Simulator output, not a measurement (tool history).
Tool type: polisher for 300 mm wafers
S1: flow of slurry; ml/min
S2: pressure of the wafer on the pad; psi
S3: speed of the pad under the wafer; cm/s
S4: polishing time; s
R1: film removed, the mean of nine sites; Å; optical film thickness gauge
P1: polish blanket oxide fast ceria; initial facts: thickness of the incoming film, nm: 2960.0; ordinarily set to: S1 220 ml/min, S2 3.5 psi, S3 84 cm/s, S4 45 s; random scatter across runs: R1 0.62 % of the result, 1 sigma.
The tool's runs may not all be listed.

| run | hour | S1 | S2 | S3 | S4 | R1 |
|---|---|---|---|---|---|---|
| 1 | 2.3 | 220 | 3.5 | 84 | 45 | 8136.7 |
| 2 | 5.6 | 130 | 3.5 | 84 | 45 | 7465 |
| 3 | 8.5 | 220 | 3.5 | 84 | 45 | 8071.1 |
| 4 | 10.9 | 220 | 5.3 | 84 | 45 | 12300 |
|  | 14.6 | head pressure recalibrated |
| 5 | 15.3 | 220 | 3.5 | 84 | 45 | 8158.8 |
| 6 | 17.8 | 315 | 3.5 | 84 | 30 | 5657.1 |
| 7 | 22.5 | 220 | 3.5 | 42 | 45 | 4106.1 |
| 8 | 27.2 | 220 | 2.1 | 84 | 45 | 4916.9 |
| 9 | 32.2 | 220 | 3.5 | 106 | 45 | 10257 |
| 10 | 36.7 | 220 | 3.5 | 84 | 22 | 3999.7 |
| 11 | 41.4 | 220 | 3.5 | 84 | 62 | 11298 |
| 12 | 46.1 | 220 | 3.5 | 84 | 45 | 8197.7 |
| 13 | 49.7 | 220 | 3.5 | 84 | 45 | 8246.3 |
| 14 | 52.2 | 290 | 3.5 | 84 | 45 | 8393 |
| 15 | 56.9 | 220 | 3.5 | 84 | 45 | 8227.6 |
| 16 | 59.2 | 220 | 3.5 | 84 | 45 | 8033.8 |
| 17 | 64.2 | 220 | 3.5 | 84 | 45 | 7867.5 |
| 18 | 68.1 | 220 | 3.5 | 84 | 45 | 7715 |
| 19 | 71.1 | 220 | 3.5 | 84 | 45 | 7652.4 |
| 20 | 73.8 | 220 | 3.5 | 84 | 45 | 7686.4 |
| 21 | 76.4 | 220 | 3.5 | 84 | 45 | 7608.6 |
|  | 78 | worn pad replaced by a new one |
| 22 | 80.3 | 220 | 3.5 | 84 | 45 | 7653.3 |
| 23 | 84.8 | 220 | 3.5 | 84 | 45 | 7607.6 |
| 24 | 87.9 | 220 | 3.5 | 84 | 45 | 7610.5 |

The log shows P1 creeping away from where it was. Any of the 2 causes listed here, at the size stated for it, fits the log just as well as the others:
A: slurry flow missing at the pad, % = 37.1
B: head's pressure below its setpoint, % = 6.73
The process output started creeping at around hour 56.9.
The rest of the possible causes, and what rules out each one:
removal rate lost through wear of the pad, %: serviced after onset, at hour 78, with no recovery of the prior output

Which of the check runs below tells the causes apart, meaning the causes would give it clearly different results? Each run uses 2 wafers whose results are averaged, and each result is shown as a question mark.
| check 1 | 91 | 220 | 3.5 | 84 | 32 | ? |
| check 2 | 91 | 220 | 3.5 | 62 | 24 | ? |
| check 3 | 91 | 130 | 5 | 84 | 45 | ? |
| check 4 | 91 | 220 | 3.5 | 46 | 45 | ? |

What each check would give under each cause:
| check | result | if A | if B |
|---|---|---|---|
| check 1 | R1 | 5411.8 | 5412.4 |
| check 2 | R1 | 2995.8 | 2996.1 |
| check 3 | R1 | 9599.9 | 10020 |
| check 4 | R1 | 4167.6 | 4168 |
Per check, the gap between the least separated pair of causes, taken in the result that splits them most: check 1 0.01 %; check 2 0.01 %; check 3 4.29 %; check 4 0.01 %
Only check 3 tells the causes apart: in the others they would give nearly the same result.

Check 3 was then run and gave: R1 9939.5 Å. Which cause is it?

It is B: head's pressure below its setpoint, %.
